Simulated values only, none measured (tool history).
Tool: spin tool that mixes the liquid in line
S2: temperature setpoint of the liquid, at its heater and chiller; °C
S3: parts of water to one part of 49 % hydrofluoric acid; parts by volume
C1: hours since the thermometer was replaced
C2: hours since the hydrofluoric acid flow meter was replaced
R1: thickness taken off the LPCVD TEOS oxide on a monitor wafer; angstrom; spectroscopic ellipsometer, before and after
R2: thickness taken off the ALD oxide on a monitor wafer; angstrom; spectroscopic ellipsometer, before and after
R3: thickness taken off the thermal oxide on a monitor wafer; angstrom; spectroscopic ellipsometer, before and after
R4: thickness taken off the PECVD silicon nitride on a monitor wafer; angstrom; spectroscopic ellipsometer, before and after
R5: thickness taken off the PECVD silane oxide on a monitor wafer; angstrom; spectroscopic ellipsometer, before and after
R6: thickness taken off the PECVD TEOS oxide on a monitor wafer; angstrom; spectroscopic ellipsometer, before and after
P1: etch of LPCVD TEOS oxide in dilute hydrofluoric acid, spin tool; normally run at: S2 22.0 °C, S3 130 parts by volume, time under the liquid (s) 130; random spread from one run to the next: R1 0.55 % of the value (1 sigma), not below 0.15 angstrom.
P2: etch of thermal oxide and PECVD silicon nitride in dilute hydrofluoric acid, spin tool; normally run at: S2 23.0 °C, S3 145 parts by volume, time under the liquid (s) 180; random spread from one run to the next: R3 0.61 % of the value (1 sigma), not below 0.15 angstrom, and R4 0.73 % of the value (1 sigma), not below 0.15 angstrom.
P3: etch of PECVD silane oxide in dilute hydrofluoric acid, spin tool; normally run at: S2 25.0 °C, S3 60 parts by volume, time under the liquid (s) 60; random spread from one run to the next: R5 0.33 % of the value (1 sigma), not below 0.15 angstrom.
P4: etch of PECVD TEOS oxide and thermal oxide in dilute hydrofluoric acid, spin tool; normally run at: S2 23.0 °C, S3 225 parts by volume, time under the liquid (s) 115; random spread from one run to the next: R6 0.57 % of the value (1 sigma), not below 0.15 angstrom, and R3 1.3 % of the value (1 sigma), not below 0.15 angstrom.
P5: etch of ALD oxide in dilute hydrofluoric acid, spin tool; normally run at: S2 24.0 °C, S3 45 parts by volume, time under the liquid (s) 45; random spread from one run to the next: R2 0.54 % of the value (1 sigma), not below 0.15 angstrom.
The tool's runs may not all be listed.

{"run": 1, "day": 0.35, "process that ran": "P1", "S2": 22.0, "S3": 130, "time under the liquid (s)": 130, "C1": 583.4, "C2": 569.6, "R1": 494.28}
{"run": 2, "day": 0.65, "process that ran": "P5", "S2": 24.0, "S3": 45, "time under the liquid (s)": 45, "C1": 590.6, "C2": 576.8, "R2": 209.66}
{"run": 3, "day": 0.933, "process that ran": "P2", "S2": 23.0, "S3": 145, "time under the liquid (s)": 180, "C1": 597.4, "C2": 583.6, "R3": 56.934, "R4": 37.578}
{"run": 4, "day": 1.267, "process that ran": "P5", "S2": 29.5, "S3": 45, "time under the liquid (s)": 45, "C1": 605.4, "C2": 591.6, "R2": 263.32}
{"run": 5, "day": 1.583, "process that ran": "P1", "S2": 26.5, "S3": 130, "time under the liquid (s)": 130, "C1": 613.0, "C2": 599.2, "R1": 588.32}
{"run": 6, "day": 1.804, "process that ran": "P1", "S2": 22.0, "S3": 130, "time under the liquid (s)": 130, "C1": 618.3, "C2": 604.5, "R1": 497.95}
{"run": 7, "day": 2.233, "process that ran": "P1", "S2": 22.0, "S3": 130, "time under the liquid (s)": 130, "C1": 628.6, "C2": 614.8, "R1": 493.79}
{"run": 8, "day": 2.496, "process that ran": "P3", "S2": 25.0, "S3": 60, "time under the liquid (s)": 110, "C1": 634.9, "C2": 621.1, "R5": 528.69}
{"run": 9, "day": 2.758, "process that ran": "P1", "S2": 29.0, "S3": 130, "time under the liquid (s)": 235, "C1": 641.2, "C2": 627.4, "R1": 1162.7}
{"run": 10, "day": 3.171, "process that ran": "P2", "S2": 19.0, "S3": 145, "time under the liquid (s)": 180, "C1": 651.1, "C2": 637.3, "R3": 48.033, "R4": 28.24}
{"run": 11, "day": 3.462, "process that ran": "P3", "S2": 33.5, "S3": 60, "time under the liquid (s)": 60, "C1": 658.1, "C2": 644.3, "R5": 403.87}
{"run": 12, "day": 3.804, "process that ran": "P4", "S2": 18.5, "S3": 225, "time under the liquid (s)": 115, "C1": 666.3, "C2": 652.5, "R3": 16.733, "R6": 48.412}
{"run": 13, "day": 4.146, "process that ran": "P4", "S2": 23.0, "S3": 225, "time under the liquid (s)": 25, "C1": 674.5, "C2": 660.7, "R3": 4.2943, "R6": 12.405}
{"run": 14, "day": 4.462, "process that ran": "P1", "S2": 22.0, "S3": 235, "time under the liquid (s)": 130, "C1": 682.1, "C2": 668.3, "R1": 247.93}
{"run": 15, "day": 4.758, "process that ran": "P3", "S2": 25.0, "S3": 60, "time under the liquid (s)": 60, "C1": 689.2, "C2": 675.4, "R5": 289.21}
{"run": 16, "day": 5.142, "process that ran": "P1", "S2": 22.0, "S3": 130, "time under the liquid (s)": 130, "C1": 698.4, "C2": 684.6, "R1": 499.56}
{"run": 17, "day": 5.362, "process that ran": "P1", "S2": 18.0, "S3": 130, "time under the liquid (s)": 130, "C1": 703.7, "C2": 689.9, "R1": 419.11}
{"run": 18, "day": 5.792, "process that ran": "P4", "S2": 23.0, "S3": 50, "time under the liquid (s)": 115, "C1": 714.0, "C2": 700.2, "R3": 109.81, "R6": 314.03}
{"run": 19, "day": 6.108, "process that ran": "P3", "S2": 25.0, "S3": 60, "time under the liquid (s)": 60, "C1": 721.6, "C2": 707.8, "R5": 289.12}
{"run": 20, "day": 6.496, "process that ran": "P2", "S2": 23.0, "S3": 145, "time under the liquid (s)": 320, "C1": 730.9, "C2": 717.1, "R3": 100.72, "R4": 66.9}
{"run": 21, "day": 6.717, "process that ran": "P2", "S2": 23.0, "S3": 250, "time under the liquid (s)": 180, "C1": 736.2, "C2": 722.4, "R3": 29.99, "R4": 21.659}
{"run": 22, "day": 7.104, "process that ran": "P1", "S2": 22.0, "S3": 130, "time under the liquid (s)": 225, "C1": 745.5, "C2": 731.7, "R1": 864.29}
{"run": 23, "day": 7.417, "process that ran": "P4", "S2": 23.0, "S3": 225, "time under the liquid (s)": 115, "C1": 753.0, "C2": 739.2, "R3": 19.716, "R6": 56.513}
{"run": 24, "day": 7.608, "process that ran": "P5", "S2": 24.0, "S3": 45, "time under the liquid (s)": 45, "C1": 757.6, "C2": 743.8, "R2": 209.28}
{"run": 25, "day": 8.017, "process that ran": "P4", "S2": 23.0, "S3": 225, "time under the liquid (s)": 115, "C1": 767.4, "C2": 753.6, "R3": 19.393, "R6": 56.396}
{"run": 26, "day": 8.408, "process that ran": "P1", "S2": 22.0, "S3": 35, "time under the liquid (s)": 130, "C1": 776.8, "C2": 763.0, "R1": 2067.6}
{"run": 27, "day": 8.775, "process that ran": "P3", "S2": 25.0, "S3": 80, "time under the liquid (s)": 60, "C1": 785.6, "C2": 771.8, "R5": 210.28}
{"run": 28, "day": 9.129, "process that ran": "P1", "S2": 22.0, "S3": 130, "time under the liquid (s)": 130, "C1": 794.1, "C2": 780.3, "R1": 493.79}
{"run": 29, "day": 9.529, "process that ran": "P5", "S2": 24.0, "S3": 20, "time under the liquid (s)": 45, "C1": 803.7, "C2": 789.9, "R2": 488.38}
{"run": 30, "day": 9.821, "process that ran": "P1", "S2": 22.0, "S3": 130, "time under the liquid (s)": 45, "C1": 810.7, "C2": 796.9, "R1": 170.09}
{"run": 31, "day": 10.083, "process that ran": "P5", "S2": 24.0, "S3": 45, "time under the liquid (s)": 15, "C1": 817.0, "C2": 803.2, "R2": 69.073}
{"run": 32, "day": 10.442, "process that ran": "P1", "S2": 22.0, "S3": 130, "time under the liquid (s)": 130, "C1": 825.6, "C2": 811.8, "R1": 498.04}
{"run": 33, "day": 10.75, "process that ran": "P1", "S2": 22.0, "S3": 130, "time under the liquid (s)": 130, "C1": 833.0, "C2": 819.2, "R1": 478.8}
{"run": 34, "day": 11.008, "process that ran": "P1", "S2": 22.0, "S3": 130, "time under the liquid (s)": 130, "C1": 839.2, "C2": 825.4, "R1": 475.07}
{"run": 35, "day": 11.433, "process that ran": "P1", "S2": 22.0, "S3": 130, "time under the liquid (s)": 130, "C1": 849.4, "C2": 835.6, "R1": 464.26}
{"run": 36, "day": 11.779, "process that ran": "P1", "S2": 22.0, "S3": 130, "time under the liquid (s)": 130, "C1": 857.7, "C2": 843.9, "R1": 464.02}
{"run": 37, "day": 11.971, "process that ran": "P1", "S2": 22.0, "S3": 130, "time under the liquid (s)": 130, "C1": 862.3, "C2": 848.5, "R1": 461.98}
{"run": 38, "day": 12.329, "process that ran": "P1", "S2": 22.0, "S3": 130, "time under the liquid (s)": 130, "C1": 870.9, "C2": 857.1, "R1": 460.83}
{"run": 39, "day": 12.658, "process that ran": "P1", "S2": 22.0, "S3": 130, "time under the liquid (s)": 130, "C1": 878.8, "C2": 865.0, "R1": 460.83}
{"run": 40, "day": 13.083, "process that ran": "P1", "S2": 22.0, "S3": 130, "time under the liquid (s)": 130, "C1": 889.0, "C2": 875.2, "R1": 457.4}
{"run": 41, "day": 13.3, "process that ran": "P1", "S2": 22.0, "S3": 130, "time under the liquid (s)": 130, "C1": 894.2, "C2": 880.4, "R1": 459.01}

P1 has crept away from where it was. The log is fitted equally well by each of these 2 causes, at the sizes shown:
A: hydrofluoric acid flow below the setpoint (%) = 6.58
B: liquid colder than its thermometer reads (K) = 1.97
The process output started creeping at around day 10.442.

The 4 check runs listed below each average the results of 2 wafers, and their outcomes are marked with question marks. Under which run would the listed causes produce clearly different results?
{"run": "check 1", "day": 13.517, "process that ran": "P2", "S2": 23.0, "S3": 235, "time under the liquid (s)": 305, "R3": "?", "R4": "?"}
{"run": "check 2", "day": 13.517, "process that ran": "P5", "S2": 24.0, "S3": 45, "time under the liquid (s)": 20, "R2": "?"}
{"run": "check 3", "day": 13.517, "process that ran": "P3", "S2": 33.0, "S3": 60, "time under the liquid (s)": 85, "R5": "?"}
{"run": "check 4", "day": 13.517, "process that ran": "P4", "S2": 19.0, "S3": 225, "time under the liquid (s)": 115, "R3": "?", "R6": "?"}

Check results expected under each cause:
check=check_1 result=R3 if_A=49.7380 if_B=50.3300
check=check_1 result=R4 if_A=36.955 if_B=34.862
check=check_2 result=R2 if_A=86.312 if_B=85.476
check=check_3 result=R5 if_A=519.26 if_B=519.08
check=check_4 result=R3 if_A=15.6180 if_B=15.7140
check=check_4 result=R6 if_A=45.290 if_B=45.567
Minimum pairwise separation of causes per check, each pair taken at its best-separating result: check 1 5.83 %; check 2 0.97 %; check 3 0.03 %; check 4 0.61 %
Only in check 1 would the causes give clearly different results; in the remaining checks their results would be nearly the same.

Check 1 was then run and gave: R3 50.5430 angstrom; R4 34.997 angstrom. Which cause is it?

B is the cause: liquid colder than its thermometer reads (K).
